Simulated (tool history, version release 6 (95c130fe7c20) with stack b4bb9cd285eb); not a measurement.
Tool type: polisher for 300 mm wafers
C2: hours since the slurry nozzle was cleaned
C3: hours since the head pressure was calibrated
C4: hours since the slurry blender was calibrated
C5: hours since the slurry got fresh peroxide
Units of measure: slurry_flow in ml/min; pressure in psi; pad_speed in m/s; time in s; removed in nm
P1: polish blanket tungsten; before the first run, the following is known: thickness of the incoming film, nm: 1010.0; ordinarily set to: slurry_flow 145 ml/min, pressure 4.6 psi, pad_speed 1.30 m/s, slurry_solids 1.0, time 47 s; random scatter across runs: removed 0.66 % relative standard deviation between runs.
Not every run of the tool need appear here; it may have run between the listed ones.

run 1 hour=8.7 | slurry_flow=145 pressure=4.6 pad_speed=1.30 slurry_solids=1.0 time=47 | wafers_polished_on_this_pad=756 C2=531.6 C3=128.5 C4=94.3 C5=93.9 | removed=364.26
run 2 hour=15.8 | slurry_flow=145 pressure=4.6 pad_speed=1.84 slurry_solids=1.0 time=60 | wafers_polished_on_this_pad=841 C2=538.7 C3=135.6 C4=101.4 C5=101.0 | removed=660.14
run 3 hour=22.6 | slurry_flow=95 pressure=4.6 pad_speed=1.30 slurry_solids=1.0 time=47 | wafers_polished_on_this_pad=922 C2=545.5 C3=142.4 C4=108.2 C5=107.8 | removed=333.64
run 4 hour=33.9 | slurry_flow=145 pressure=2.1 pad_speed=1.30 slurry_solids=1.0 time=47 | wafers_polished_on_this_pad=1058 C2=556.8 C3=153.7 C4=119.5 C5=119.1 | removed=167.41
run 5 hour=44.5 | slurry_flow=230 pressure=4.6 pad_speed=1.30 slurry_solids=1.0 time=47 | wafers_polished_on_this_pad=1185 C2=567.4 C3=164.3 C4=130.1 C5=129.7 | removed=386.55
run 6 hour=51.6 | slurry_flow=145 pressure=4.6 pad_speed=1.30 slurry_solids=1.0 time=47 | wafers_polished_on_this_pad=1269 C2=574.5 C3=171.4 C4=137.2 C5=136.8 | removed=363.96
run 7 hour=58.8 | slurry_flow=145 pressure=4.6 pad_speed=1.30 slurry_solids=1.0 time=71 | wafers_polished_on_this_pad=1356 C2=581.7 C3=178.6 C4=144.4 C5=144.0 | removed=544.43
run 8 hour=67.8 | slurry_flow=85 pressure=4.6 pad_speed=1.30 slurry_solids=1.0 time=30 | wafers_polished_on_this_pad=1463 C2=590.7 C3=187.6 C4=153.4 C5=153.0 | removed=204.77
run 9 hour=78.5 | slurry_flow=145 pressure=4.6 pad_speed=1.30 slurry_solids=1.0 time=47 | wafers_polished_on_this_pad=1591 C2=601.4 C3=198.3 C4=164.1 C5=163.7 | removed=363.56
run 10 hour=89.2 | slurry_flow=145 pressure=4.6 pad_speed=1.30 slurry_solids=1.0 time=47 | wafers_polished_on_this_pad=1719 C2=612.1 C3=209.0 C4=174.8 C5=174.4 | removed=365.81
-- hour=94.8 worn pad replaced by a new one
run 11 hour=100.5 | slurry_flow=145 pressure=4.6 pad_speed=1.30 slurry_solids=1.5 time=47 | wafers_polished_on_this_pad=68 C2=623.4 C3=220.3 C4=186.1 C5=185.7 | removed=405.93
run 12 hour=106.2 | slurry_flow=145 pressure=4.6 pad_speed=2.00 slurry_solids=1.0 time=47 | wafers_polished_on_this_pad=136 C2=629.1 C3=226.0 C4=191.8 C5=191.4 | removed=559.30
run 13 hour=116.3 | slurry_flow=145 pressure=4.6 pad_speed=1.30 slurry_solids=1.0 time=47 | wafers_polished_on_this_pad=257 C2=639.2 C3=236.1 C4=201.9 C5=201.5 | removed=363.35
run 14 hour=125.4 | slurry_flow=145 pressure=6.7 pad_speed=1.30 slurry_solids=1.0 time=47 | wafers_polished_on_this_pad=366 C2=648.3 C3=245.2 C4=211.0 C5=210.6 | removed=524.19
run 15 hour=136.8 | slurry_flow=145 pressure=4.6 pad_speed=1.30 slurry_solids=1.0 time=31 | wafers_polished_on_this_pad=502 C2=659.7 C3=256.6 C4=222.4 C5=222.0 | removed=237.13
run 16 hour=142.4 | slurry_flow=145 pressure=4.6 pad_speed=1.30 slurry_solids=1.0 time=47 | wafers_polished_on_this_pad=569 C2=665.3 C3=262.2 C4=228.0 C5=227.6 | removed=361.36
run 17 hour=149.0 | slurry_flow=145 pressure=4.6 pad_speed=1.30 slurry_solids=0.5 time=47 | wafers_polished_on_this_pad=648 C2=671.9 C3=268.8 C4=234.6 C5=234.2 | removed=309.37
run 18 hour=158.9 | slurry_flow=145 pressure=4.6 pad_speed=0.58 slurry_solids=1.0 time=47 | wafers_polished_on_this_pad=767 C2=681.8 C3=278.7 C4=244.5 C5=244.1 | removed=160.83
run 19 hour=166.0 | slurry_flow=145 pressure=4.6 pad_speed=1.30 slurry_solids=1.0 time=47 | wafers_polished_on_this_pad=852 C2=688.9 C3=285.8 C4=251.6 C5=251.2 | removed=360.49
run 20 hour=171.9 | slurry_flow=145 pressure=4.6 pad_speed=1.30 slurry_solids=1.0 time=47 | wafers_polished_on_this_pad=922 C2=694.8 C3=291.7 C4=257.5 C5=257.1 | removed=354.03
run 21 hour=181.5 | slurry_flow=145 pressure=4.6 pad_speed=1.30 slurry_solids=1.0 time=47 | wafers_polished_on_this_pad=1037 C2=704.4 C3=301.3 C4=267.1 C5=266.7 | removed=341.67
run 22 hour=191.6 | slurry_flow=145 pressure=4.6 pad_speed=1.30 slurry_solids=1.0 time=47 | wafers_polished_on_this_pad=1158 C2=714.5 C3=311.4 C4=277.2 C5=276.8 | removed=332.99
-- hour=193.7 worn pad replaced by a new one
-- hour=194.8 slurry tank refilled with fresh slurry and peroxide
run 23 hour=197.7 | slurry_flow=145 pressure=4.6 pad_speed=1.30 slurry_solids=1.0 time=47 | wafers_polished_on_this_pad=48 C2=720.6 C3=317.5 C4=283.3 C5=2.9 | removed=329.64
run 24 hour=208.6 | slurry_flow=145 pressure=4.6 pad_speed=1.30 slurry_solids=1.0 time=47 | wafers_polished_on_this_pad=178 C2=731.5 C3=328.4 C4=294.2 C5=13.8 | removed=327.28
-- hour=211.5 slurry blender recalibrated
run 25 hour=214.8 | slurry_flow=145 pressure=4.6 pad_speed=1.30 slurry_solids=1.0 time=47 | wafers_polished_on_this_pad=252 C2=737.7 C3=334.6 C4=3.4 C5=20.0 | removed=324.68
run 26 hour=222.3 | slurry_flow=145 pressure=4.6 pad_speed=1.30 slurry_solids=1.0 time=47 | wafers_polished_on_this_pad=342 C2=745.2 C3=342.1 C4=10.9 C5=27.5 | removed=323.61
run 27 hour=232.7 | slurry_flow=145 pressure=4.6 pad_speed=1.30 slurry_solids=1.0 time=47 | wafers_polished_on_this_pad=467 C2=755.6 C3=352.5 C4=21.3 C5=37.9 | removed=322.47
run 28 hour=241.7 | slurry_flow=145 pressure=4.6 pad_speed=1.30 slurry_solids=1.0 time=47 | wafers_polished_on_this_pad=574 C2=764.6 C3=361.5 C4=30.3 C5=46.9 | removed=324.60

Something has made what P1 gives creep away from where it was; the 2 causes below, each at its own stated size, fit the log equally well:
A: head's pressure below its setpoint, % = 10.9
B: slurry flow missing at the pad, % = 40
At approximately hour 166.0, the process output began to creep.
Excluded causes, each with its reason:
removal rate lost through wear of the pad, %: maintenance at hour 193.7, after the shift began, did not return the process to its former output
abrasive missing from the slurry, %: maintenance at hour 211.5, after the shift began, did not return the process to its former output
peroxide lost from the slurry, %: maintenance at hour 194.8, after the shift began, did not return the process to its former output

Which of the check runs below tells the causes apart, meaning the causes would give it clearly different results? Each run uses 2 wafers whose results are averaged, and each result is shown as a question mark.
run check 1 hour=250.7 | slurry_flow=145 pressure=3.6 pad_speed=1.30 slurry_solids=1.00 time=47 | removed=?
run check 2 hour=250.7 | slurry_flow=145 pressure=4.6 pad_speed=1.60 slurry_solids=1.20 time=47 | removed=?
run check 3 hour=250.7 | slurry_flow=145 pressure=4.6 pad_speed=1.30 slurry_solids=1.45 time=59 | removed=?
run check 4 hour=250.7 | slurry_flow=220 pressure=4.6 pad_speed=1.30 slurry_solids=1.20 time=47 | removed=?

Check results expected under each cause:
check=check_1 result=removed if_A=252.85 if_B=252.77
check=check_2 result=removed if_A=415.32 if_B=415.18
check=check_3 result=removed if_A=443.52 if_B=443.37
check=check_4 result=removed if_A=358.89 if_B=372.16
Smallest distance between any two causes, each pair judged by its most separating result, in per cent: check 1 0.03 %; check 2 0.03 %; check 3 0.03 %; check 4 3.63 %
Check 4 tells the causes apart: in the others they would give nearly the same result.

Running check 4 produced the following: removed 357.82 nm. Which one of the listed causes fits?

A is the cause: head's pressure below its setpoint, %.
